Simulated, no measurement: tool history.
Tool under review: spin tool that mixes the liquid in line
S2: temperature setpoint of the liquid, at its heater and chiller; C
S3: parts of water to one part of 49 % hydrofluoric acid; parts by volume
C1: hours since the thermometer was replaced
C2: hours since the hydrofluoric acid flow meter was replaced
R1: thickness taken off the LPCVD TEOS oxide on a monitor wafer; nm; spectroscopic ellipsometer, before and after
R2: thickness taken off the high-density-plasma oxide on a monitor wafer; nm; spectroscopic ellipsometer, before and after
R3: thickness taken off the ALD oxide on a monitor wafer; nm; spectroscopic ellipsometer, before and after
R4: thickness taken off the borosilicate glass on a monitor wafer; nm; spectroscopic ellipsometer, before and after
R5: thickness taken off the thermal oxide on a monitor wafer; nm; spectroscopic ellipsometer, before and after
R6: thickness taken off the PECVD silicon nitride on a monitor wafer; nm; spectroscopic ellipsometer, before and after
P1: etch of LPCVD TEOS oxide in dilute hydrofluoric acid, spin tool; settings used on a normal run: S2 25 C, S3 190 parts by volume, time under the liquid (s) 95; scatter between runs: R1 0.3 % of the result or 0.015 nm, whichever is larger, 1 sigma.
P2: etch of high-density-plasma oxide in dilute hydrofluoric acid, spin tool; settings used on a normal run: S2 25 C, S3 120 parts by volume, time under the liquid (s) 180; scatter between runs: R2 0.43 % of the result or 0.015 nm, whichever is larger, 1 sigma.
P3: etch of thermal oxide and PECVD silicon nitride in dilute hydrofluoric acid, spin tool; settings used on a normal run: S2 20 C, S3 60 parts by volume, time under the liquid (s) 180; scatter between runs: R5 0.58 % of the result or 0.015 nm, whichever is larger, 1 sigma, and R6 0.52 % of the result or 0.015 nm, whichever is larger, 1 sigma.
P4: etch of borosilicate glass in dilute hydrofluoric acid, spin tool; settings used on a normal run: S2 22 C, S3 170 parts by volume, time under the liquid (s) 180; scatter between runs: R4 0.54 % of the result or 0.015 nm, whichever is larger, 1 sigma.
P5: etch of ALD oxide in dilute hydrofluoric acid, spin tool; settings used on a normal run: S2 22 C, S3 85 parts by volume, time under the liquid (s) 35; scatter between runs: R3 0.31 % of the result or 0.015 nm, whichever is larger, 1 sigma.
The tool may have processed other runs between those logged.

Run 1, day 0.246: process that ran P1, S2 25 C, S3 190 parts by volume, time under the liquid (s) 95; C1 1138.9; C2 585.2. Result: R1 8.3825 nm.
Run 2, day 0.479: process that ran P2, S2 25 C, S3 120 parts by volume, time under the liquid (s) 180; C1 1144.5; C2 590.8. Result: R2 8.011 nm.
Run 3, day 0.621: process that ran P2, S2 32.5 C, S3 120 parts by volume, time under the liquid (s) 180; C1 1147.9; C2 594.2. Result: R2 10.638 nm.
Run 4, day 0.788: process that ran P1, S2 25 C, S3 190 parts by volume, time under the liquid (s) 95; C1 1151.9; C2 598.2. Result: R1 8.4155 nm.
Run 5, day 1.017: process that ran P1, S2 25 C, S3 190 parts by volume, time under the liquid (s) 95; C1 1157.4; C2 603.7. Result: R1 8.3596 nm.
Run 6, day 1.146: process that ran P5, S2 22 C, S3 150 parts by volume, time under the liquid (s) 35; C1 1160.5; C2 606.8. Result: R3 4.6765 nm.
Run 7, day 1.375: process that ran P1, S2 31.5 C, S3 190 parts by volume, time under the liquid (s) 170; C1 1166; C2 612.3. Result: R1 18.934 nm.
Run 8, day 1.55: process that ran P1, S2 25 C, S3 85 parts by volume, time under the liquid (s) 55; C1 1170.2; C2 616.5. Result: R1 12.243 nm.
Run 9, day 1.783: process that ran P4, S2 17 C, S3 170 parts by volume, time under the liquid (s) 180; C1 1175.8; C2 622.1. Result: R4 17.34 nm.
Run 10, day 1.983: process that ran P3, S2 20 C, S3 60 parts by volume, time under the liquid (s) 335; C1 1180.6; C2 626.9. Result: R5 24.326 nm, R6 15.573 nm.
Run 11, day 2.212: process that ran P3, S2 20 C, S3 30 parts by volume, time under the liquid (s) 180; C1 1186.1; C2 632.4. Result: R5 27.238 nm, R6 16.56 nm.
Run 12, day 2.4: process that ran P1, S2 19 C, S3 190 parts by volume, time under the liquid (s) 95; C1 1190.6; C2 636.9. Result: R1 6.6283 nm.
Run 13, day 2.596: process that ran P5, S2 22 C, S3 85 parts by volume, time under the liquid (s) 35; C1 1195.3; C2 641.6. Result: R3 8.9307 nm.
Run 14, day 2.758: process that ran P4, S2 22 C, S3 55 parts by volume, time under the liquid (s) 180; C1 1199.2; C2 645.5. Result: R4 74.414 nm.
Run 15, day 2.917: process that ran P1, S2 25 C, S3 190 parts by volume, time under the liquid (s) 170; C1 1203; C2 649.3. Result: R1 14.96 nm.
Run 16, day 3.042: process that ran P1, S2 25 C, S3 330 parts by volume, time under the liquid (s) 95; C1 1206; C2 652.3. Result: R1 4.16 nm.
Run 17, day 3.212: process that ran P4, S2 22 C, S3 170 parts by volume, time under the liquid (s) 180; C1 1210.1; C2 656.4. Result: R4 21.166 nm.
Run 18, day 3.367: process that ran P5, S2 22 C, S3 85 parts by volume, time under the liquid (s) 15; C1 1213.8; C2 660.1. Result: R3 3.8002 nm.
Run 19, day 3.529: process that ran P2, S2 25 C, S3 120 parts by volume, time under the liquid (s) 15; C1 1217.7; C2 664. Result: R2 0.67956 nm.
Run 20, day 3.642: process that ran P1, S2 29.5 C, S3 190 parts by volume, time under the liquid (s) 95; C1 1220.4; C2 666.7. Result: R1 9.8421 nm.
Run 21, day 3.892: process that ran P5, S2 30 C, S3 85 parts by volume, time under the liquid (s) 35; C1 1226.4; C2 672.7. Result: R3 12.233 nm.
Run 22, day 4.021: process that ran P1, S2 17.5 C, S3 190 parts by volume, time under the liquid (s) 15; C1 1229.5; C2 675.8. Result: R1 1.0084 nm.
Run 23, day 4.212: process that ran P4, S2 22 C, S3 170 parts by volume, time under the liquid (s) 180; C1 1234.1; C2 680.4. Result: R4 21.156 nm.
Run 24, day 4.383: process that ran P3, S2 27.5 C, S3 60 parts by volume, time under the liquid (s) 180; C1 1238.2; C2 684.5. Result: R5 17.84 nm, R6 13.949 nm.
Run 25, day 4.617: process that ran P1, S2 25 C, S3 190 parts by volume, time under the liquid (s) 40; C1 1243.8; C2 690.1. Result: R1 3.5042 nm.
Run 26, day 4.788: process that ran P3, S2 20 C, S3 60 parts by volume, time under the liquid (s) 180; C1 1247.9; C2 694.2. Result: R5 13.133 nm, R6 8.3671 nm.
Run 27, day 5.012: process that ran P1, S2 25 C, S3 190 parts by volume, time under the liquid (s) 95; C1 1253.3; C2 699.6. Result: R1 8.3997 nm.
Run 28, day 5.204: process that ran P4, S2 22 C, S3 170 parts by volume, time under the liquid (s) 360; C1 1257.9; C2 704.2. Result: R4 42.525 nm.
Run 29, day 5.333: process that ran P1, S2 25 C, S3 100 parts by volume, time under the liquid (s) 95; C1 1261; C2 707.3. Result: R1 17.699 nm.
Run 30, day 5.512: process that ran P1, S2 25 C, S3 190 parts by volume, time under the liquid (s) 95; C1 1265.3; C2 711.6. Result: R1 8.3734 nm.
Run 31, day 5.642: process that ran P2, S2 25 C, S3 120 parts by volume, time under the liquid (s) 180; C1 1268.4; C2 714.7. Result: R2 8.0136 nm.
Run 32, day 5.783: process that ran P2, S2 25 C, S3 70 parts by volume, time under the liquid (s) 180; C1 1271.8; C2 718.1. Result: R2 14.596 nm.
Run 33, day 6.008: process that ran P1, S2 25 C, S3 190 parts by volume, time under the liquid (s) 95; C1 1277.2; C2 723.5. Result: R1 8.378 nm.
Run 34, day 6.2: process that ran P1, S2 25 C, S3 190 parts by volume, time under the liquid (s) 95; C1 1281.8; C2 728.1. Result: R1 8.3714 nm.
Run 35, day 6.325: process that ran P1, S2 25 C, S3 190 parts by volume, time under the liquid (s) 95; C1 1284.8; C2 731.1. Result: R1 8.5695 nm.
Run 36, day 6.467: process that ran P1, S2 25 C, S3 190 parts by volume, time under the liquid (s) 95; C1 1288.2; C2 734.5. Result: R1 8.745 nm.
Run 37, day 6.6: process that ran P1, S2 25 C, S3 190 parts by volume, time under the liquid (s) 95; C1 1291.4; C2 737.7. Result: R1 8.7688 nm.
Run 38, day 6.788: process that ran P1, S2 25 C, S3 190 parts by volume, time under the liquid (s) 95; C1 1295.9; C2 742.2. Result: R1 8.9036 nm.
Run 39, day 6.975: process that ran P1, S2 25 C, S3 190 parts by volume, time under the liquid (s) 95; C1 1300.4; C2 746.7. Result: R1 8.97 nm.
Run 40, day 7.092: process that ran P1, S2 25 C, S3 190 parts by volume, time under the liquid (s) 95; C1 1303.2; C2 749.5. Result: R1 8.9098 nm.
Run 41, day 7.329: process that ran P1, S2 25 C, S3 190 parts by volume, time under the liquid (s) 95; C1 1308.9; C2 755.2. Result: R1 8.9781 nm.
Run 42, day 7.525: process that ran P1, S2 25 C, S3 190 parts by volume, time under the liquid (s) 95; C1 1313.6; C2 759.9. Result: R1 9.0331 nm.
Run 43, day 7.667: process that ran P1, S2 25 C, S3 190 parts by volume, time under the liquid (s) 95; C1 1317; C2 763.3. Result: R1 8.9903 nm.
Run 44, day 7.792: process that ran P1, S2 25 C, S3 190 parts by volume, time under the liquid (s) 95; C1 1320; C2 766.3. Result: R1 9.0332 nm.

P1 no longer gives what it gave before; its output has crept away from where it was. The following 2 causes, each at its listed size, fit the log equally well:
A: liquid hotter than its thermometer reads (K) = 2.07
B: hydrofluoric acid flow above the setpoint (%) = 6.44
The drift started at roughly day 6.2.

The check runs listed below each take one wafer, and their results are still question marks. Under which run would the listed causes lead to clearly different results?
Run check 1, day 7.917: process that ran P2, S2 28.5 C, S3 120 parts by volume, time under the liquid (s) 15. Result: R2 ?.
Run check 2, day 7.917: process that ran P3, S2 20 C, S3 60 parts by volume, time under the liquid (s) 330. Result: R5 ?, R6 ?.
Run check 3, day 7.917: process that ran P5, S2 28.5 C, S3 85 parts by volume, time under the liquid (s) 20. Result: R3 ?.
Run check 4, day 7.917: process that ran P4, S2 22 C, S3 110 parts by volume, time under the liquid (s) 180. Result: R4 ?.

Predicted outcomes, by check and by cause:
  check  result    if A     if B
check 1      R2   0.821  0.81726
check 2      R5  26.154    25.64
check 2      R6  17.778   16.389
check 3      R3  7.1377   7.0711
check 4      R4  37.938   37.487
Distance between the nearest two causes, measured in the result of the check that separates them most: check 1 0.46 %; check 2 8.13 %; check 3 0.94 %; check 4 1.2 %
Of the check runs offered, only check 2 discriminates between the causes; the rest would read about the same regardless of which cause applies.

Running check 2 produced the following: R5 25.72 nm; R6 16.463 nm. Which one of the listed causes fits?

The cause is B: hydrofluoric acid flow above the setpoint (%).
